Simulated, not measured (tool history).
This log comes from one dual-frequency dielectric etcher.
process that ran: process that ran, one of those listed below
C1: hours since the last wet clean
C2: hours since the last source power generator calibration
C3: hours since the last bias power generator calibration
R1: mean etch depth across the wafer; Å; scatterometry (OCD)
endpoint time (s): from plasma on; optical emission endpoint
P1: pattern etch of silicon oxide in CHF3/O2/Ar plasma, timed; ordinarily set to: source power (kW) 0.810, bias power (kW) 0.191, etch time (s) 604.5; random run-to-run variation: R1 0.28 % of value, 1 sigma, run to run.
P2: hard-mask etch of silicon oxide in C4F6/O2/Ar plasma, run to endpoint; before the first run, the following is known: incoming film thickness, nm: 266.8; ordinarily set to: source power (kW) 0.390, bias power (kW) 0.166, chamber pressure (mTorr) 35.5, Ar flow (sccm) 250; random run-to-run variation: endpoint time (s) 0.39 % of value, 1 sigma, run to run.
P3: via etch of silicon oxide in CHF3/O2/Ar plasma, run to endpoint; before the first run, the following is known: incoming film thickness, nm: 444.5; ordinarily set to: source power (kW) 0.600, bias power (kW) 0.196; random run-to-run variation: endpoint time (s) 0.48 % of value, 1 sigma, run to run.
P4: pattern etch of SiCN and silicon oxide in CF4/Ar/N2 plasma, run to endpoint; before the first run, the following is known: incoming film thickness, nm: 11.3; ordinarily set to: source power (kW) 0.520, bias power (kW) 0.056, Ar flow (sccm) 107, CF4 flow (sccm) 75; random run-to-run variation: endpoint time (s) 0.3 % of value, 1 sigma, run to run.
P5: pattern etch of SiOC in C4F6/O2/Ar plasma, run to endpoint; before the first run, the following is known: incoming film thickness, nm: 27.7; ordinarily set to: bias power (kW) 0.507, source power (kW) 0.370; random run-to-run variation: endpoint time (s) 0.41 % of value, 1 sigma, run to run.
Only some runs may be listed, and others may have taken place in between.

{"run": 1, "hour": 10.1, "process that ran": "P1", "source power (kW)": 0.81, "bias power (kW)": 0.191, "etch time (s)": 604.5, "C1": 138.1, "C2": 2234.2, "C3": 2085.5, "R1": 13460.0}
{"run": 2, "hour": 22.3, "process that ran": "P1", "source power (kW)": 0.81, "bias power (kW)": 0.191, "etch time (s)": 604.5, "C1": 150.3, "C2": 2246.4, "C3": 2097.7, "R1": 13466.0}
{"run": 3, "hour": 34.8, "process that ran": "P2", "source power (kW)": 0.53, "bias power (kW)": 0.166, "chamber pressure (mTorr)": 35.5, "Ar flow (sccm)": 250, "C1": 162.8, "C2": 2258.9, "C3": 2110.2, "endpoint time (s)": 77.618}
{"run": 4, "hour": 44.7, "process that ran": "P2", "source power (kW)": 0.39, "bias power (kW)": 0.166, "chamber pressure (mTorr)": 45.5, "Ar flow (sccm)": 250, "C1": 172.7, "C2": 2268.8, "C3": 2120.1, "endpoint time (s)": 90.104}
{"run": 5, "hour": 51.5, "process that ran": "P4", "source power (kW)": 0.52, "bias power (kW)": 0.056, "Ar flow (sccm)": 107, "CF4 flow (sccm)": 75, "C1": 179.5, "C2": 2275.6, "C3": 2126.9, "endpoint time (s)": 12.594}
{"run": 6, "hour": 58.0, "process that ran": "P4", "source power (kW)": 0.52, "bias power (kW)": 0.056, "Ar flow (sccm)": 107, "CF4 flow (sccm)": 75, "C1": 186.0, "C2": 2282.1, "C3": 2133.4, "endpoint time (s)": 12.581}
{"run": 7, "hour": 70.6, "process that ran": "P3", "source power (kW)": 0.8, "bias power (kW)": 0.196, "C1": 198.6, "C2": 2294.7, "C3": 2146.0, "endpoint time (s)": 189.65}
{"run": 8, "hour": 80.6, "process that ran": "P1", "source power (kW)": 0.81, "bias power (kW)": 0.255, "etch time (s)": 604.5, "C1": 208.6, "C2": 2304.7, "C3": 2156.0, "R1": 14869.0}
{"run": 9, "hour": 94.5, "process that ran": "P5", "source power (kW)": 0.37, "bias power (kW)": 0.507, "C1": 222.5, "C2": 2318.6, "C3": 2169.9, "endpoint time (s)": 9.3167}
{"run": 10, "hour": 106.7, "process that ran": "P5", "source power (kW)": 0.37, "bias power (kW)": 0.342, "C1": 234.7, "C2": 2330.8, "C3": 2182.1, "endpoint time (s)": 10.785}
{"run": 11, "hour": 117.8, "process that ran": "P1", "source power (kW)": 0.81, "bias power (kW)": 0.191, "etch time (s)": 434.5, "C1": 245.8, "C2": 2341.9, "C3": 2193.2, "R1": 9723.4}
{"run": 12, "hour": 129.2, "process that ran": "P1", "source power (kW)": 0.58, "bias power (kW)": 0.191, "etch time (s)": 604.5, "C1": 257.2, "C2": 2353.3, "C3": 2204.6, "R1": 11862.0}
{"run": 13, "hour": 141.3, "process that ran": "P1", "source power (kW)": 0.81, "bias power (kW)": 0.191, "etch time (s)": 799.5, "C1": 269.3, "C2": 2365.4, "C3": 2216.7, "R1": 17835.0}
{"run": 14, "hour": 153.4, "process that ran": "P4", "source power (kW)": 0.52, "bias power (kW)": 0.056, "Ar flow (sccm)": 73, "CF4 flow (sccm)": 75, "C1": 281.4, "C2": 2377.5, "C3": 2228.8, "endpoint time (s)": 11.923}
{"run": 15, "hour": 166.2, "process that ran": "P1", "source power (kW)": 0.81, "bias power (kW)": 0.155, "etch time (s)": 604.5, "C1": 294.2, "C2": 2390.3, "C3": 2241.6, "R1": 12584.0}
{"run": 16, "hour": 173.7, "process that ran": "P4", "source power (kW)": 0.32, "bias power (kW)": 0.056, "Ar flow (sccm)": 107, "CF4 flow (sccm)": 75, "C1": 301.7, "C2": 2397.8, "C3": 2249.1, "endpoint time (s)": 19.347}
{"run": 17, "hour": 188.2, "process that ran": "P1", "source power (kW)": 0.81, "bias power (kW)": 0.191, "etch time (s)": 604.5, "C1": 316.2, "C2": 2412.3, "C3": 2263.6, "R1": 13439.0}
{"run": 18, "hour": 198.4, "process that ran": "P2", "source power (kW)": 0.39, "bias power (kW)": 0.106, "chamber pressure (mTorr)": 35.5, "Ar flow (sccm)": 250, "C1": 326.4, "C2": 2422.5, "C3": 2273.8, "endpoint time (s)": 99.446}
{"run": 19, "hour": 206.0, "process that ran": "P5", "source power (kW)": 0.23, "bias power (kW)": 0.507, "C1": 334.0, "C2": 2430.1, "C3": 2281.4, "endpoint time (s)": 11.08}
{"run": 20, "hour": 216.3, "process that ran": "P3", "source power (kW)": 0.6, "bias power (kW)": 0.254, "C1": 344.3, "C2": 2440.4, "C3": 2291.7, "endpoint time (s)": 194.2}
{"run": 21, "hour": 230.2, "process that ran": "P4", "source power (kW)": 0.52, "bias power (kW)": 0.056, "Ar flow (sccm)": 107, "CF4 flow (sccm)": 60, "C1": 358.2, "C2": 2454.3, "C3": 2305.6, "endpoint time (s)": 13.18}
{"hour": 231.4, "done": "wet clean of the chamber"}
{"run": 22, "hour": 236.7, "process that ran": "P2", "source power (kW)": 0.39, "bias power (kW)": 0.166, "chamber pressure (mTorr)": 35.5, "Ar flow (sccm)": 250, "C1": 5.4, "C2": 2460.8, "C3": 2312.1, "endpoint time (s)": 87.963}
{"run": 23, "hour": 249.5, "process that ran": "P1", "source power (kW)": 0.81, "bias power (kW)": 0.191, "etch time (s)": 604.5, "C1": 18.2, "C2": 2473.6, "C3": 2324.9, "R1": 13544.0}
{"run": 24, "hour": 256.6, "process that ran": "P2", "source power (kW)": 0.39, "bias power (kW)": 0.166, "chamber pressure (mTorr)": 35.5, "Ar flow (sccm)": 337, "C1": 25.3, "C2": 2480.7, "C3": 2332.0, "endpoint time (s)": 90.498}
{"run": 25, "hour": 270.5, "process that ran": "P1", "source power (kW)": 1.14, "bias power (kW)": 0.191, "etch time (s)": 604.5, "C1": 39.2, "C2": 2494.6, "C3": 2345.9, "R1": 15396.0}
{"run": 26, "hour": 284.3, "process that ran": "P1", "source power (kW)": 0.81, "bias power (kW)": 0.231, "etch time (s)": 876.5, "C1": 53.0, "C2": 2508.4, "C3": 2359.7, "R1": 20887.0}
{"run": 27, "hour": 293.3, "process that ran": "P4", "source power (kW)": 0.52, "bias power (kW)": 0.044, "Ar flow (sccm)": 107, "CF4 flow (sccm)": 75, "C1": 62.0, "C2": 2517.4, "C3": 2368.7, "endpoint time (s)": 13.552}
{"run": 28, "hour": 304.9, "process that ran": "P3", "source power (kW)": 0.6, "bias power (kW)": 0.196, "C1": 73.6, "C2": 2529.0, "C3": 2380.3, "endpoint time (s)": 212.61}
{"run": 29, "hour": 313.7, "process that ran": "P1", "source power (kW)": 0.81, "bias power (kW)": 0.191, "etch time (s)": 604.5, "C1": 82.4, "C2": 2537.8, "C3": 2389.1, "R1": 13528.0}
{"run": 30, "hour": 325.5, "process that ran": "P1", "source power (kW)": 0.81, "bias power (kW)": 0.191, "etch time (s)": 604.5, "C1": 94.2, "C2": 2549.6, "C3": 2400.9, "R1": 13383.0}
{"run": 31, "hour": 332.1, "process that ran": "P1", "source power (kW)": 0.81, "bias power (kW)": 0.191, "etch time (s)": 604.5, "C1": 100.8, "C2": 2556.2, "C3": 2407.5, "R1": 13397.0}
{"run": 32, "hour": 343.9, "process that ran": "P1", "source power (kW)": 0.81, "bias power (kW)": 0.191, "etch time (s)": 604.5, "C1": 112.6, "C2": 2568.0, "C3": 2419.3, "R1": 13306.0}
{"run": 33, "hour": 351.6, "process that ran": "P1", "source power (kW)": 0.81, "bias power (kW)": 0.191, "etch time (s)": 604.5, "C1": 120.3, "C2": 2575.7, "C3": 2427.0, "R1": 13439.0}
{"hour": 358.6, "done": "wet clean of the chamber"}
{"run": 34, "hour": 362.6, "process that ran": "P1", "source power (kW)": 0.81, "bias power (kW)": 0.191, "etch time (s)": 604.5, "C1": 4.0, "C2": 2586.7, "C3": 2438.0, "R1": 13418.0}
{"run": 35, "hour": 370.4, "process that ran": "P1", "source power (kW)": 0.81, "bias power (kW)": 0.191, "etch time (s)": 604.5, "C1": 11.8, "C2": 2594.5, "C3": 2445.8, "R1": 13344.0}
{"run": 36, "hour": 380.7, "process that ran": "P1", "source power (kW)": 0.81, "bias power (kW)": 0.191, "etch time (s)": 604.5, "C1": 22.1, "C2": 2604.8, "C3": 2456.1, "R1": 13332.0}
{"run": 37, "hour": 389.3, "process that ran": "P1", "source power (kW)": 0.81, "bias power (kW)": 0.191, "etch time (s)": 604.5, "C1": 30.7, "C2": 2613.4, "C3": 2464.7, "R1": 13307.0}
{"run": 38, "hour": 396.5, "process that ran": "P1", "source power (kW)": 0.81, "bias power (kW)": 0.191, "etch time (s)": 604.5, "C1": 37.9, "C2": 2620.6, "C3": 2471.9, "R1": 13333.0}
{"run": 39, "hour": 402.7, "process that ran": "P1", "source power (kW)": 0.81, "bias power (kW)": 0.191, "etch time (s)": 604.5, "C1": 44.1, "C2": 2626.8, "C3": 2478.1, "R1": 13313.0}
{"run": 40, "hour": 416.1, "process that ran": "P1", "source power (kW)": 0.81, "bias power (kW)": 0.191, "etch time (s)": 604.5, "C1": 57.5, "C2": 2640.2, "C3": 2491.5, "R1": 13336.0}

The log shows P1 creeping away from where it was. Any of the 2 causes listed here, at the size stated for it, fits the log just as well as the others:
A: bias power that arrives under what is set, % = 4.2
B: source power that arrives under what is set, % = 3.65
Creep in the process output first set in at about hour 313.7.
What rules out each remaining cause:
chamber walls in a state that lowers the etch rate, %: serviced at hour 358.6, which brought nothing back

4 check runs are offered, each on 2 wafers whose results are averaged, their results left as question marks. Which one tells the causes apart?
{"run": "check 1", "hour": 429.5, "process that ran": "P5", "source power (kW)": 0.24, "bias power (kW)": 0.507, "endpoint time (s)": "?"}
{"run": "check 2", "hour": 429.5, "process that ran": "P3", "source power (kW)": 0.73, "bias power (kW)": 0.245, "endpoint time (s)": "?"}
{"run": "check 3", "hour": 429.5, "process that ran": "P2", "source power (kW)": 0.51, "bias power (kW)": 0.166, "chamber pressure (mTorr)": 35.5, "Ar flow (sccm)": 250, "endpoint time (s)": "?"}
{"run": "check 4", "hour": 429.5, "process that ran": "P4", "source power (kW)": 0.52, "bias power (kW)": 0.056, "Ar flow (sccm)": 77, "CF4 flow (sccm)": 75, "endpoint time (s)": "?"}

Expected result of each check under each candidate cause:
check=check_1 result=endpoint_time_(s) if_A=11.1170 if_B=11.0860
check=check_2 result=endpoint_time_(s) if_A=185.6700 if_B=185.4800
check=check_3 result=endpoint_time_(s) if_A=79.9380 if_B=80.0690
check=check_4 result=endpoint_time_(s) if_A=12.1120 if_B=12.3630
Minimum pairwise separation of causes per check, each pair taken at its best-separating result: check 1 0.28 %; check 2 0.1 %; check 3 0.16 %; check 4 2.06 %
Check 4 tells the causes apart: in the others they would give nearly the same result.

Check 4 was carried out, with these results: endpoint time (s) 12.3400. Which of the listed causes is responsible?

Of the candidate causes, it is B: source power that arrives under what is set, %.

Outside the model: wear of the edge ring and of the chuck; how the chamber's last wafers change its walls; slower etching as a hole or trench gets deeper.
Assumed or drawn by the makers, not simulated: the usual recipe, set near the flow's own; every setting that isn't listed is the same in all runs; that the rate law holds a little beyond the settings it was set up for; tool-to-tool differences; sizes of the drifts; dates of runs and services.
